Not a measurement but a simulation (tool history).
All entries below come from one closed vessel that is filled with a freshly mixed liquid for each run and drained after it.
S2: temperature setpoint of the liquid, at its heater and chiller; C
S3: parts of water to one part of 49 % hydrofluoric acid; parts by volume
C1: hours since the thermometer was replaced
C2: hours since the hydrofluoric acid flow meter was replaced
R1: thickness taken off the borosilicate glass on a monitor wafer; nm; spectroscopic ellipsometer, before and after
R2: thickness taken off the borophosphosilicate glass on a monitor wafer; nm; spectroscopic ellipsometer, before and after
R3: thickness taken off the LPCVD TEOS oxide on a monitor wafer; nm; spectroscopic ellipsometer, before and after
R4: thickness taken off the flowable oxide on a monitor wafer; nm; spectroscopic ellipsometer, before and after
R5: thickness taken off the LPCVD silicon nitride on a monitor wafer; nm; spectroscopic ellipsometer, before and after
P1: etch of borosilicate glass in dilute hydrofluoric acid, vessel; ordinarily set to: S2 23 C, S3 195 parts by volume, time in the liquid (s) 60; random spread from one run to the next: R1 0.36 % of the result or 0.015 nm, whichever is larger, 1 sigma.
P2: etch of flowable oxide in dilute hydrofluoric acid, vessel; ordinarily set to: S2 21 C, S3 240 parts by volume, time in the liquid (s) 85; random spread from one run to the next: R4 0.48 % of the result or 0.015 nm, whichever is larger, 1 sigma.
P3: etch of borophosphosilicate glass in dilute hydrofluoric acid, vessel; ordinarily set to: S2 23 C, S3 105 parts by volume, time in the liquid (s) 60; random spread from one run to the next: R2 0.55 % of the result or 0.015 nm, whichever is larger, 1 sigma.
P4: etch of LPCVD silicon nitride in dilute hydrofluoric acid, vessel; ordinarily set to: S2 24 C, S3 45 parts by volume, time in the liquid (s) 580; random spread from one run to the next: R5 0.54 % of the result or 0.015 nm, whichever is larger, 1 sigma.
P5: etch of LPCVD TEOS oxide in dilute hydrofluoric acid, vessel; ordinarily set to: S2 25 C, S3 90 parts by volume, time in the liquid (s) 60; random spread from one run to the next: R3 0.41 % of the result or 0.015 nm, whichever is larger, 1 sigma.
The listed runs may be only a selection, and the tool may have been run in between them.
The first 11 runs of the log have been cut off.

Run 12, hour 139.5: process that ran P1, S2 23 C, S3 195 parts by volume, time in the liquid (s) 60; C1 578.2; C2 363.6. Result: R1 11.86 nm.
Run 13, hour 155.9: process that ran P1, S2 23 C, S3 195 parts by volume, time in the liquid (s) 60; C1 594.6; C2 380. Result: R1 11.844 nm.
Run 14, hour 166.2: process that ran P1, S2 30.5 C, S3 195 parts by volume, time in the liquid (s) 30; C1 604.9; C2 390.3. Result: R1 7.7901 nm.
Run 15, hour 180.9: process that ran P3, S2 23 C, S3 105 parts by volume, time in the liquid (s) 60; C1 619.6; C2 405. Result: R2 35.922 nm.
Run 16, hour 188.7: process that ran P1, S2 23 C, S3 195 parts by volume, time in the liquid (s) 30; C1 627.4; C2 412.8. Result: R1 5.9125 nm.
Run 17, hour 204.5: process that ran P2, S2 17 C, S3 240 parts by volume, time in the liquid (s) 85; C1 643.2; C2 428.6. Result: R4 10.405 nm.
Run 18, hour 221.5: process that ran P1, S2 28.5 C, S3 195 parts by volume, time in the liquid (s) 60; C1 660.2; C2 445.6. Result: R1 14.449 nm.
Run 19, hour 234.6: process that ran P1, S2 23 C, S3 195 parts by volume, time in the liquid (s) 110; C1 673.3; C2 458.7. Result: R1 21.808 nm.
Run 20, hour 243.3: process that ran P2, S2 21 C, S3 240 parts by volume, time in the liquid (s) 165; C1 682; C2 467.4. Result: R4 23.464 nm.
Run 21, hour 252.8: process that ran P1, S2 19.5 C, S3 195 parts by volume, time in the liquid (s) 60; C1 691.5; C2 476.9. Result: R1 10.46 nm.
Run 22, hour 264.6: process that ran P3, S2 23 C, S3 165 parts by volume, time in the liquid (s) 60; C1 703.3; C2 488.7. Result: R2 21.257 nm.
Run 23, hour 277.7: process that ran P4, S2 24 C, S3 45 parts by volume, time in the liquid (s) 580; C1 716.4; C2 501.8. Result: R5 6.8892 nm.
Run 24, hour 289.8: process that ran P4, S2 24 C, S3 25 parts by volume, time in the liquid (s) 580; C1 728.5; C2 513.9. Result: R5 12.151 nm.
Run 25, hour 304.8: process that ran P5, S2 25 C, S3 150 parts by volume, time in the liquid (s) 60; C1 743.5; C2 528.9. Result: R3 18.692 nm.
Run 26, hour 316.7: process that ran P4, S2 32 C, S3 45 parts by volume, time in the liquid (s) 580; C1 755.4; C2 540.8. Result: R5 11.545 nm.

Estimate the outcome of run 27 from the log above:
Run 27, hour 326.9: process that ran P4, S2 24 C, S3 45 parts by volume, time in the liquid (s) 580; C1 765.6; C2 551. Result: R5 ?.

{"run 27": {"R5": 6.8585}}
